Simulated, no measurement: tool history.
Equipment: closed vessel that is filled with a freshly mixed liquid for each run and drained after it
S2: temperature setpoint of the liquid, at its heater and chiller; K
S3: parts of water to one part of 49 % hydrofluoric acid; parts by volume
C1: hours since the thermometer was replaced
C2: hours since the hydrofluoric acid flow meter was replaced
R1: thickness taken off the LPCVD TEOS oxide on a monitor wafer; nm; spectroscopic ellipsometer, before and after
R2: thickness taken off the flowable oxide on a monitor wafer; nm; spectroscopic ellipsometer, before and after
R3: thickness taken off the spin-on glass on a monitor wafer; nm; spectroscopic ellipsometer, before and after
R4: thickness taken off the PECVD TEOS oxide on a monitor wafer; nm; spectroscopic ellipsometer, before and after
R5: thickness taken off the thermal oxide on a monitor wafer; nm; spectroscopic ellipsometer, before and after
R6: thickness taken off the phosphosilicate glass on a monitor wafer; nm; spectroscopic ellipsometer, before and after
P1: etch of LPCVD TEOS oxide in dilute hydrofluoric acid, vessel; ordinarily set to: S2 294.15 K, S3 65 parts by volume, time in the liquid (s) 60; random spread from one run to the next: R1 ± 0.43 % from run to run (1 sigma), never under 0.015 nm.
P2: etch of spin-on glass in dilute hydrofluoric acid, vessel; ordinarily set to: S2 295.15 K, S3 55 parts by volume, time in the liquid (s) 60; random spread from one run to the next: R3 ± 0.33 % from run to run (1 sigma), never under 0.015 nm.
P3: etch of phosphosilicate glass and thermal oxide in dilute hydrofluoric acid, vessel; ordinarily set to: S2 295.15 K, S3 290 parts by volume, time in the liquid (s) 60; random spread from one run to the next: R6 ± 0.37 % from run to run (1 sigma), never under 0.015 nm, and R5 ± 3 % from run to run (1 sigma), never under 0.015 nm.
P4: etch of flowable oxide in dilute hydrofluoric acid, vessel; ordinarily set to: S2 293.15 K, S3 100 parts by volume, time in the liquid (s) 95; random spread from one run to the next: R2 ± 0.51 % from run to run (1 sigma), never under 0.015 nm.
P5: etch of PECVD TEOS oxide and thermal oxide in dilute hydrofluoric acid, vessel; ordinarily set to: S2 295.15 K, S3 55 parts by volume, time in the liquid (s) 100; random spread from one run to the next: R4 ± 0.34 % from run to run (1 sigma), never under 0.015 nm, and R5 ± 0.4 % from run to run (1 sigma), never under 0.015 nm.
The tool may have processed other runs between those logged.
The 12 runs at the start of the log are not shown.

Run 13, hour 118.1: process that ran P1, S2 294.15 K, S3 35 parts by volume, time in the liquid (s) 30; C1 726; C2 600.3. Result: R1 31.668 nm.
Run 14, hour 130.1: process that ran P1, S2 294.15 K, S3 65 parts by volume, time in the liquid (s) 60; C1 738; C2 612.3. Result: R1 33.046 nm.
Run 15, hour 142.1: process that ran P2, S2 302.65 K, S3 55 parts by volume, time in the liquid (s) 60; C1 750; C2 624.3. Result: R3 64.745 nm.
Run 16, hour 153.1: process that ran P1, S2 294.15 K, S3 30 parts by volume, time in the liquid (s) 60; C1 761; C2 635.3. Result: R1 74.752 nm.
Run 17, hour 159.5: process that ran P3, S2 290.65 K, S3 290 parts by volume, time in the liquid (s) 60; C1 767.4; C2 641.7. Result: R5 0.6615 nm, R6 16.704 nm.
Run 18, hour 166.4: process that ran P2, S2 295.15 K, S3 55 parts by volume, time in the liquid (s) 90; C1 774.3; C2 648.6. Result: R3 71.849 nm.
Run 19, hour 175: process that ran P1, S2 290.15 K, S3 20 parts by volume, time in the liquid (s) 60; C1 782.9; C2 657.2. Result: R1 94.687 nm.
Run 20, hour 181.2: process that ran P3, S2 295.15 K, S3 290 parts by volume, time in the liquid (s) 30; C1 789.1; C2 663.4. Result: R5 0.39032 nm, R6 9.8457 nm.
Run 21, hour 190.1: process that ran P4, S2 290.15 K, S3 100 parts by volume, time in the liquid (s) 95; C1 798; C2 672.3. Result: R2 24.889 nm.
Run 22, hour 199.2: process that ran P3, S2 295.15 K, S3 290 parts by volume, time in the liquid (s) 60; C1 807.1; C2 681.4. Result: R5 0.78319 nm, R6 19.57 nm.
Run 23, hour 206.6: process that ran P5, S2 295.15 K, S3 55 parts by volume, time in the liquid (s) 100; C1 814.5; C2 688.8. Result: R4 22.247 nm, R5 8.4963 nm.
Run 24, hour 216.7: process that ran P5, S2 290.65 K, S3 55 parts by volume, time in the liquid (s) 100; C1 824.6; C2 698.9. Result: R4 18.355 nm, R5 6.9756 nm.
Run 25, hour 223.1: process that ran P1, S2 290.15 K, S3 65 parts by volume, time in the liquid (s) 60; C1 831; C2 705.3. Result: R1 28.088 nm.
Run 26, hour 229.5: process that ran P1, S2 294.15 K, S3 65 parts by volume, time in the liquid (s) 60; C1 837.4; C2 711.7. Result: R1 33.02 nm.

The next listed run, before its measurement:
Run 27, hour 242.4: process that ran P5, S2 295.15 K, S3 55 parts by volume, time in the liquid (s) 100; C1 850.3; C2 724.6. Result: R4 ?, R5 ?.

Run 27 produced R4 22.234 nm, R5 8.4779 nm.

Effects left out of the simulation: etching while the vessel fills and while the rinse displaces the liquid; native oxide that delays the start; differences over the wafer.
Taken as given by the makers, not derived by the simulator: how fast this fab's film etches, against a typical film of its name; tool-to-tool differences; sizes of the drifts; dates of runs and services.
